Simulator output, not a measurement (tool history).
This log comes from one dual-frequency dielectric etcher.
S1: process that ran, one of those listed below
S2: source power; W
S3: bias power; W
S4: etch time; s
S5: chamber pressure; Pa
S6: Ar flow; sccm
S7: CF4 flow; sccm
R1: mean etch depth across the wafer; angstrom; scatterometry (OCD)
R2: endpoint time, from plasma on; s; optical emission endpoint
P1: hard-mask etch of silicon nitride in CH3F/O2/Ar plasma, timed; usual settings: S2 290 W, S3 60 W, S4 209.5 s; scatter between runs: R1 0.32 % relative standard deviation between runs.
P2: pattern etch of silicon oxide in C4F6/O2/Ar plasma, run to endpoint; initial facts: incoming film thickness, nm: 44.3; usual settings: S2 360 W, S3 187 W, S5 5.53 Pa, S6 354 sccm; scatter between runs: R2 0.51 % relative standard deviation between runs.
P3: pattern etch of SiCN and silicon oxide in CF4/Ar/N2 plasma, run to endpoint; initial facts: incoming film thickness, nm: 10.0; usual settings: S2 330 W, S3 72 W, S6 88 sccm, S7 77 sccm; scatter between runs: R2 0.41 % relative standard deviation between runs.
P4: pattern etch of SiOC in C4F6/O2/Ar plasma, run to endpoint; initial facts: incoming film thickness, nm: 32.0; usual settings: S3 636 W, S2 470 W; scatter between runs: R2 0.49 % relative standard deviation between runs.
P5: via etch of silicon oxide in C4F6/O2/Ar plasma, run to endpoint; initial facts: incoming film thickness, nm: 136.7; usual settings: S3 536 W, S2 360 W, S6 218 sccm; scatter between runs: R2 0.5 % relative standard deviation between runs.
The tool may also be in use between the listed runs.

Run 1, day 0.246: S1 P1, S2 290 W, S3 60 W, S4 209.5 s. Result: R1 1204.2 angstrom.
Run 2, day 0.508: S1 P2, S2 360 W, S3 187 W, S5 6.67 Pa, S6 354 sccm. Result: R2 16.473 s.
Run 3, day 0.7: S1 P5, S2 360 W, S3 337 W, S6 218 sccm. Result: R2 35.569 s.
Run 4, day 1.038: S1 P1, S2 340 W, S3 60 W, S4 209.5 s. Result: R1 1284.5 angstrom.
Run 5, day 1.417: S1 P3, S2 330 W, S3 72 W, S6 109 sccm, S7 77 sccm. Result: R2 15.594 s.
Run 6, day 1.679: S1 P5, S2 360 W, S3 536 W, S6 218 sccm. Result: R2 29.603 s.
Run 7, day 1.9: S1 P3, S2 460 W, S3 72 W, S6 88 sccm, S7 77 sccm. Result: R2 11.202 s.
Run 8, day 2.271: S1 P2, S2 360 W, S3 235 W, S5 5.53 Pa, S6 354 sccm. Result: R2 14.896 s.
Run 9, day 2.471: S1 P5, S2 360 W, S3 536 W, S6 272 sccm. Result: R2 30.71 s.
Run 10, day 2.796: S1 P3, S2 330 W, S3 50 W, S6 88 sccm, S7 77 sccm. Result: R2 16.96 s.
Run 11, day 3: S1 P1, S2 290 W, S3 60 W, S4 308 s. Result: R1 1774.2 angstrom.
Run 12, day 3.238: S1 P3, S2 330 W, S3 72 W, S6 88 sccm, S7 77 sccm. Result: R2 15.147 s.
Run 13, day 3.492: S1 P4, S2 470 W, S3 382 W. Result: R2 10.95 s.
Run 14, day 3.696: S1 P2, S2 360 W, S3 187 W, S5 5.53 Pa, S6 354 sccm. Result: R2 15.988 s.
Run 15, day 4.025: S1 P4, S2 560 W, S3 636 W. Result: R2 8.4468 s.
Run 16, day 4.254: S1 P1, S2 290 W, S3 60 W, S4 209.5 s. Result: R1 1209 angstrom.
Run 17, day 4.633: S1 P1, S2 290 W, S3 60 W, S4 209.5 s. Result: R1 1206.6 angstrom.
Run 18, day 4.917: S1 P2, S2 360 W, S3 187 W, S5 5.53 Pa, S6 474 sccm. Result: R2 16.674 s.
At day 5.233: wet clean of the chamber.
Run 19, day 5.304: S1 P5, S2 250 W, S3 536 W, S6 218 sccm. Result: R2 34.372 s.
Run 20, day 5.679: S1 P1, S2 220 W, S3 60 W, S4 209.5 s. Result: R1 1084 angstrom.
Run 21, day 5.879: S1 P2, S2 360 W, S3 187 W, S5 5.53 Pa, S6 354 sccm. Result: R2 16.109 s.
Run 22, day 6.133: S1 P1, S2 290 W, S3 60 W, S4 209.5 s. Result: R1 1212.4 angstrom.

What does the tool deliver on the next run?
Run 23, day 6.333: S1 P1, S2 290 W, S3 46 W, S4 209.5 s. Result: R1 ?.

{"run 23": {"R1": 1109.5}}
